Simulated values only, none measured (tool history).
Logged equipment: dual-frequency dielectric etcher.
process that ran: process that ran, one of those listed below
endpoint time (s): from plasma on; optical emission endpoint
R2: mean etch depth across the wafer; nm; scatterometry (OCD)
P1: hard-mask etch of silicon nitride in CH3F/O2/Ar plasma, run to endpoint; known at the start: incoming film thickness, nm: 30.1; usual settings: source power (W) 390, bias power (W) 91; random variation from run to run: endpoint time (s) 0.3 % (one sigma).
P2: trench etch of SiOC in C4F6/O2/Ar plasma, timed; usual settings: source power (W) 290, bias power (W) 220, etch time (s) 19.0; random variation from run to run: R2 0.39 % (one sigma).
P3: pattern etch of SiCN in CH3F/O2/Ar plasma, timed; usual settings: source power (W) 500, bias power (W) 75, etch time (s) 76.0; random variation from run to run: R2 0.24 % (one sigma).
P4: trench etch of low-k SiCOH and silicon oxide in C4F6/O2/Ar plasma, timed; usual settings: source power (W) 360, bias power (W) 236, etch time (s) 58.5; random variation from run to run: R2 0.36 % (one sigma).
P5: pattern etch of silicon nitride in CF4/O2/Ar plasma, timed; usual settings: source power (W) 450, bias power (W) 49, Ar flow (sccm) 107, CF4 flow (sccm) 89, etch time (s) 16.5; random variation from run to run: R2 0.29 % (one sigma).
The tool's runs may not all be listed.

Run 1, hour 8.2: process that ran P1, source power (W) 390, bias power (W) 91. Result: endpoint time (s) 41.256.
Run 2, hour 12.4: process that ran P1, source power (W) 390, bias power (W) 91. Result: endpoint time (s) 41.162.
Run 3, hour 20.7: process that ran P4, source power (W) 360, bias power (W) 143, etch time (s) 58.5. Result: R2 175.460 nm.
Run 4, hour 28.0: process that ran P1, source power (W) 390, bias power (W) 91. Result: endpoint time (s) 41.120.
Run 5, hour 35.0: process that ran P1, source power (W) 320, bias power (W) 117. Result: endpoint time (s) 40.181.
Run 6, hour 41.6: process that ran P3, source power (W) 310, bias power (W) 75, etch time (s) 76.0. Result: R2 25.840 nm.
Run 7, hour 47.8: process that ran P2, source power (W) 350, bias power (W) 220, etch time (s) 19.0. Result: R2 39.190 nm.
Run 8, hour 54.3: process that ran P3, source power (W) 500, bias power (W) 75, etch time (s) 113.5. Result: R2 46.206 nm.
Run 9, hour 61.0: process that ran P4, source power (W) 360, bias power (W) 236, etch time (s) 58.5. Result: R2 208.060 nm.
Run 10, hour 69.3: process that ran P5, source power (W) 450, bias power (W) 49, etch time (s) 16.5, Ar flow (sccm) 143, CF4 flow (sccm) 89. Result: R2 27.131 nm.
Run 11, hour 76.9: process that ran P4, source power (W) 240, bias power (W) 236, etch time (s) 58.5. Result: R2 177.550 nm.
Run 12, hour 84.3: process that ran P2, source power (W) 290, bias power (W) 220, etch time (s) 12.5. Result: R2 23.935 nm.
Run 13, hour 89.5: process that ran P5, source power (W) 450, bias power (W) 30, etch time (s) 16.5, Ar flow (sccm) 107, CF4 flow (sccm) 89. Result: R2 23.608 nm.
Run 14, hour 97.6: process that ran P1, source power (W) 310, bias power (W) 120. Result: endpoint time (s) 40.264.
Run 15, hour 104.2: process that ran P2, source power (W) 290, bias power (W) 220, etch time (s) 19.0. Result: R2 36.422 nm.
Run 16, hour 111.5: process that ran P3, source power (W) 500, bias power (W) 75, etch time (s) 76.0. Result: R2 30.938 nm.
Run 17, hour 115.5: process that ran P5, source power (W) 580, bias power (W) 49, etch time (s) 16.5, Ar flow (sccm) 107, CF4 flow (sccm) 89. Result: R2 35.179 nm.
Run 18, hour 121.8: process that ran P1, source power (W) 390, bias power (W) 108. Result: endpoint time (s) 38.655.
Run 19, hour 127.5: process that ran P5, source power (W) 450, bias power (W) 49, etch time (s) 16.5, Ar flow (sccm) 107, CF4 flow (sccm) 89. Result: R2 28.155 nm.
Run 20, hour 134.4: process that ran P1, source power (W) 390, bias power (W) 91. Result: endpoint time (s) 40.939.
Run 21, hour 141.7: process that ran P1, source power (W) 390, bias power (W) 91. Result: endpoint time (s) 41.186.
At hour 144.2: source power generator calibrated.
Run 22, hour 146.5: process that ran P1, source power (W) 310, bias power (W) 91. Result: endpoint time (s) 44.782.
Run 23, hour 150.7: process that ran P5, source power (W) 450, bias power (W) 49, etch time (s) 9.0, Ar flow (sccm) 107, CF4 flow (sccm) 89. Result: R2 15.315 nm.
Run 24, hour 155.6: process that ran P3, source power (W) 500, bias power (W) 54, etch time (s) 76.0. Result: R2 27.817 nm.
Run 25, hour 161.9: process that ran P2, source power (W) 290, bias power (W) 277, etch time (s) 19.0. Result: R2 39.219 nm.
Run 26, hour 166.0: process that ran P1, source power (W) 470, bias power (W) 91. Result: endpoint time (s) 38.424.
Run 27, hour 173.9: process that ran P4, source power (W) 360, bias power (W) 236, etch time (s) 32.0. Result: R2 113.230 nm.
Run 28, hour 180.1: process that ran P1, source power (W) 390, bias power (W) 73. Result: endpoint time (s) 44.325.
Run 29, hour 188.4: process that ran P5, source power (W) 450, bias power (W) 49, etch time (s) 16.5, Ar flow (sccm) 107, CF4 flow (sccm) 111. Result: R2 29.039 nm.
Run 30, hour 197.0: process that ran P1, source power (W) 390, bias power (W) 91. Result: endpoint time (s) 41.115.
Run 31, hour 205.8: process that ran P1, source power (W) 390, bias power (W) 91. Result: endpoint time (s) 41.025.
Run 32, hour 210.2: process that ran P1, source power (W) 390, bias power (W) 91. Result: endpoint time (s) 41.311.
Run 33, hour 216.5: process that ran P1, source power (W) 390, bias power (W) 91. Result: endpoint time (s) 41.524.
Run 34, hour 223.6: process that ran P1, source power (W) 390, bias power (W) 91. Result: endpoint time (s) 41.620.
Run 35, hour 232.4: process that ran P1, source power (W) 390, bias power (W) 91. Result: endpoint time (s) 41.681.
Run 36, hour 238.2: process that ran P1, source power (W) 390, bias power (W) 91. Result: endpoint time (s) 41.580.
Run 37, hour 244.1: process that ran P1, source power (W) 390, bias power (W) 91. Result: endpoint time (s) 41.789.
At hour 248.7: wet clean of the chamber.
Run 38, hour 252.6: process that ran P1, source power (W) 390, bias power (W) 91. Result: endpoint time (s) 41.770.
Run 39, hour 259.3: process that ran P1, source power (W) 390, bias power (W) 91. Result: endpoint time (s) 41.781.
Run 40, hour 264.2: process that ran P1, source power (W) 390, bias power (W) 91. Result: endpoint time (s) 41.738.
Run 41, hour 270.1: process that ran P1, source power (W) 390, bias power (W) 91. Result: endpoint time (s) 41.802.

The output of P1 has drifted from where it used to be. Each of the 2 causes below, taken at the size shown beside it, accounts for the log equally well:
A: source power that arrives under what is set, % = 3.97
B: bias power that arrives under what is set, % = 4.13
The process output started creeping at around hour 197.0.
All other causes, with the reason each is excluded:
chamber walls in a state that lowers the etch rate, %: serviced after onset, at hour 248.7, with no recovery of the prior output

Each of the 4 check runs below uses one wafer; its results are left as question marks. Which run tells the causes apart?
Run check 1, hour 276.0: process that ran P3, source power (W) 320, bias power (W) 75, etch time (s) 76.0. Result: R2 ?.
Run check 2, hour 276.0: process that ran P4, source power (W) 360, bias power (W) 164, etch time (s) 35.5. Result: R2 ?.
Run check 3, hour 276.0: process that ran P2, source power (W) 290, bias power (W) 272, etch time (s) 14.0. Result: R2 ?.
Run check 4, hour 276.0: process that ran P5, source power (W) 450, bias power (W) 33, etch time (s) 9.0, Ar flow (sccm) 107, CF4 flow (sccm) 89. Result: R2 ?.

Predicted outcomes, by check and by cause:
  check  result     if A     if B
check 1      R2   25.817   25.814
check 2      R2  109.850  110.150
check 3      R2   28.370   28.386
check 4      R2   12.842   13.112
Distance between the nearest two causes, measured in the result of the check that separates them most: check 1 0.01 %; check 2 0.27 %; check 3 0.06 %; check 4 2.08 %
Check 4 tells the causes apart: in the others they would give nearly the same result.

With check 4 done, the readings were: R2 12.835 nm. Identify which of the listed causes applies.

A is the cause: source power that arrives under what is set, %.

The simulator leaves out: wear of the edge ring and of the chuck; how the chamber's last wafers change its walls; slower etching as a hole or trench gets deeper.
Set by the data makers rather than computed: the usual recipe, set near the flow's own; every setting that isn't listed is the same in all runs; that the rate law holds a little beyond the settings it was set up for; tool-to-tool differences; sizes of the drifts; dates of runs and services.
